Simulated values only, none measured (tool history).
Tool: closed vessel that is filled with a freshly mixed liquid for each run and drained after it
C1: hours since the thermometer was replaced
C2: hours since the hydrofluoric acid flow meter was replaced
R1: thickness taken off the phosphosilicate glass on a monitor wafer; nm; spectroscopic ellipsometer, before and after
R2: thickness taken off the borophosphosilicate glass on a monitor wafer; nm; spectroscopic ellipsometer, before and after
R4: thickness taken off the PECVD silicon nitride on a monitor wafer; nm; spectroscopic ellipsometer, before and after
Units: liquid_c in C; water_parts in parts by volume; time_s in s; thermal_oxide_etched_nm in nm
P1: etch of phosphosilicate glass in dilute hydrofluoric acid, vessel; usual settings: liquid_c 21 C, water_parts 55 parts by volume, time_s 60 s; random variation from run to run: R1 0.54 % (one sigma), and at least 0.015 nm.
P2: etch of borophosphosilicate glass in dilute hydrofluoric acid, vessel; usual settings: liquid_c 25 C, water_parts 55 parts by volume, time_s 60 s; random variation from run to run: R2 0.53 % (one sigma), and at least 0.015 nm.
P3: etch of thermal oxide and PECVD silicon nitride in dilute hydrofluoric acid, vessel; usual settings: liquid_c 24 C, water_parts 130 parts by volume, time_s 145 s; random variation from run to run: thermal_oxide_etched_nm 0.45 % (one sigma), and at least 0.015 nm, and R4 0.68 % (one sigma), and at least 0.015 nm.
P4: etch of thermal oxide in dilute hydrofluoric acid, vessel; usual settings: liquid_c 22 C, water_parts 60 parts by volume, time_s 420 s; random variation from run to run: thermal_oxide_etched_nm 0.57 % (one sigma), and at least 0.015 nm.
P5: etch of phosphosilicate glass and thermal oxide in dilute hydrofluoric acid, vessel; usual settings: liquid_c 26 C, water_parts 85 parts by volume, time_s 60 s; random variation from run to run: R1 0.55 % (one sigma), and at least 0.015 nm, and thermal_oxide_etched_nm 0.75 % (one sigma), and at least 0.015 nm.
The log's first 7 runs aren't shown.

Run 8, hour 97.1: process P1, liquid_c 21 C, water_parts 55 parts by volume, time_s 60 s; C1 908.3; C2 950.9. Result: R1 102.390 nm.
Run 9, hour 113.8: process P1, liquid_c 28 C, water_parts 55 parts by volume, time_s 60 s; C1 925.0; C2 967.6. Result: R1 136.130 nm.
Run 10, hour 127.6: process P3, liquid_c 24 C, water_parts 130 parts by volume, time_s 145 s; C1 938.8; C2 981.4. Result: thermal_oxide_etched_nm 5.0754 nm, R4 3.8988 nm.
Run 11, hour 142.0: process P1, liquid_c 21 C, water_parts 55 parts by volume, time_s 30 s; C1 953.2; C2 995.8. Result: R1 51.170 nm.
Run 12, hour 158.0: process P2, liquid_c 25 C, water_parts 55 parts by volume, time_s 30 s; C1 969.2; C2 1011.8. Result: R2 15.783 nm.
Run 13, hour 166.6: process P3, liquid_c 24 C, water_parts 130 parts by volume, time_s 80 s; C1 977.8; C2 1020.4. Result: thermal_oxide_etched_nm 2.7944 nm, R4 2.2094 nm.
Run 14, hour 178.6: process P5, liquid_c 26 C, water_parts 85 parts by volume, time_s 60 s; C1 989.8; C2 1032.4. Result: R1 55.722 nm, thermal_oxide_etched_nm 3.5156 nm.
Run 15, hour 195.3: process P1, liquid_c 21 C, water_parts 55 parts by volume, time_s 60 s; C1 1006.5; C2 1049.1. Result: R1 102.720 nm.
Run 16, hour 207.5: process P5, liquid_c 21 C, water_parts 85 parts by volume, time_s 60 s; C1 1018.7; C2 1061.3. Result: R1 45.492 nm, thermal_oxide_etched_nm 2.8570 nm.
Run 17, hour 223.2: process P5, liquid_c 26 C, water_parts 85 parts by volume, time_s 95 s; C1 1034.4; C2 1077.0. Result: R1 88.718 nm, thermal_oxide_etched_nm 5.6386 nm.
Run 18, hour 232.2: process P1, liquid_c 21 C, water_parts 55 parts by volume, time_s 60 s; C1 1043.4; C2 1086.0. Result: R1 101.270 nm.
Run 19, hour 243.6: process P1, liquid_c 21 C, water_parts 55 parts by volume, time_s 60 s; C1 1054.8; C2 1097.4. Result: R1 102.690 nm.
Run 20, hour 257.7: process P3, liquid_c 24 C, water_parts 130 parts by volume, time_s 145 s; C1 1068.9; C2 1111.5. Result: thermal_oxide_etched_nm 5.0884 nm, R4 3.9046 nm.
Run 21, hour 272.8: process P2, liquid_c 17 C, water_parts 55 parts by volume, time_s 60 s; C1 1084.0; C2 1126.6. Result: R2 22.565 nm.
Run 22, hour 287.2: process P1, liquid_c 17 C, water_parts 55 parts by volume, time_s 60 s; C1 1098.4; C2 1141.0. Result: R1 85.856 nm.
Run 23, hour 297.6: process P4, liquid_c 17 C, water_parts 60 parts by volume, time_s 420 s; C1 1108.8; C2 1151.4. Result: thermal_oxide_etched_nm 28.3320 nm.
Run 24, hour 314.4: process P4, liquid_c 22 C, water_parts 60 parts by volume, time_s 420 s; C1 1125.6; C2 1168.2. Result: thermal_oxide_etched_nm 34.7960 nm.
Run 25, hour 325.2: process P4, liquid_c 22 C, water_parts 60 parts by volume, time_s 35 s; C1 1136.4; C2 1179.0. Result: thermal_oxide_etched_nm 2.9501 nm.

Forecast run 26:
Run 26, hour 338.1: process P3, liquid_c 24 C, water_parts 80 parts by volume, time_s 145 s; C1 1149.3; C2 1191.9. Result: thermal_oxide_etched_nm ?, R4 ?.

{"run 26": {"thermal_oxide_etched_nm": 8.7609, "R4": 6.3732}}
